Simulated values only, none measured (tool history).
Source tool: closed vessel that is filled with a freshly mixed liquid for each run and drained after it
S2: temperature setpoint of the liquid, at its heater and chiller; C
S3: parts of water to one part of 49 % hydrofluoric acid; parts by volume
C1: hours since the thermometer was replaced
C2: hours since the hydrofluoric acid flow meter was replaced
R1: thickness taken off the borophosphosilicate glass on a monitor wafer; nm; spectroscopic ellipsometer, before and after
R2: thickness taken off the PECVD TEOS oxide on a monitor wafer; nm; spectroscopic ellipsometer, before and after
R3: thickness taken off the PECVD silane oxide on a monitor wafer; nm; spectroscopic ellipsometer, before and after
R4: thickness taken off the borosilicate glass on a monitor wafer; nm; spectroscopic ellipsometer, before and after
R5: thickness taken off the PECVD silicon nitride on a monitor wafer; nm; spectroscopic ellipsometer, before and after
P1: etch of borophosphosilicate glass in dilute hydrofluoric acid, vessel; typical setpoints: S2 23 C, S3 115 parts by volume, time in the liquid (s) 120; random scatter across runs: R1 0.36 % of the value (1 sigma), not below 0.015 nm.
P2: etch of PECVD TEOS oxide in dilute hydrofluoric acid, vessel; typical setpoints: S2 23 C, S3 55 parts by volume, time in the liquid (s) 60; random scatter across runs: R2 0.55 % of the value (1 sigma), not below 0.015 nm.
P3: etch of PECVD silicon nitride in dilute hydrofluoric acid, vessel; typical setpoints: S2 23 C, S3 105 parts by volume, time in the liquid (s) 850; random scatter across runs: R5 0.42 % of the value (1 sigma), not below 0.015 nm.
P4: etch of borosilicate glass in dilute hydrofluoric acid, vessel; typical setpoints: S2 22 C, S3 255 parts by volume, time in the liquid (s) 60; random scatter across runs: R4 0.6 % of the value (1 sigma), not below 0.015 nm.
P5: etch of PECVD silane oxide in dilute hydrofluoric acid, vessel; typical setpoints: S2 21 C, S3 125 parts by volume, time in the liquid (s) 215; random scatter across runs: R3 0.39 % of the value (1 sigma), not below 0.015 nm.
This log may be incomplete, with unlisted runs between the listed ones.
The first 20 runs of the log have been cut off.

{"hour": 187.4, "done": "thermometer replaced"}
{"run": 21, "hour": 196.4, "process that ran": "P1", "S2": 28, "S3": 115, "time in the liquid (s)": 120, "C1": 9, "C2": 309.4, "R1": 31.78}
{"run": 22, "hour": 205.0, "process that ran": "P1", "S2": 23, "S3": 115, "time in the liquid (s)": 120, "C1": 17.6, "C2": 318, "R1": 26.142}
{"run": 23, "hour": 210.4, "process that ran": "P2", "S2": 23, "S3": 55, "time in the liquid (s)": 60, "C1": 23, "C2": 323.4, "R2": 23.894}
{"run": 24, "hour": 218.1, "process that ran": "P5", "S2": 28, "S3": 125, "time in the liquid (s)": 215, "C1": 30.7, "C2": 331.1, "R3": 59.299}
{"run": 25, "hour": 228.3, "process that ran": "P3", "S2": 23, "S3": 155, "time in the liquid (s)": 850, "C1": 40.9, "C2": 341.3, "R5": 14.808}
{"run": 26, "hour": 235.1, "process that ran": "P5", "S2": 21, "S3": 125, "time in the liquid (s)": 215, "C1": 47.7, "C2": 348.1, "R3": 45.12}
{"run": 27, "hour": 241.9, "process that ran": "P4", "S2": 22, "S3": 255, "time in the liquid (s)": 30, "C1": 54.5, "C2": 354.9, "R4": 2.5957}
{"run": 28, "hour": 249.3, "process that ran": "P3", "S2": 23, "S3": 105, "time in the liquid (s)": 850, "C1": 61.9, "C2": 362.3, "R5": 21.579}
{"run": 29, "hour": 261.4, "process that ran": "P2", "S2": 17, "S3": 55, "time in the liquid (s)": 60, "C1": 74, "C2": 374.4, "R2": 18.455}
{"run": 30, "hour": 273.9, "process that ran": "P4", "S2": 22, "S3": 150, "time in the liquid (s)": 60, "C1": 86.5, "C2": 386.9, "R4": 9.7761}
{"run": 31, "hour": 285.7, "process that ran": "P1", "S2": 23, "S3": 115, "time in the liquid (s)": 170, "C1": 98.3, "C2": 398.7, "R1": 37.191}

What does the tool deliver on the next run?
{"run": 32, "hour": 294.7, "process that ran": "P1", "S2": 23, "S3": 115, "time in the liquid (s)": 120, "C1": 107.3, "C2": 407.7, "R1": "?"}

Run 32 produced R1 26.18 nm.
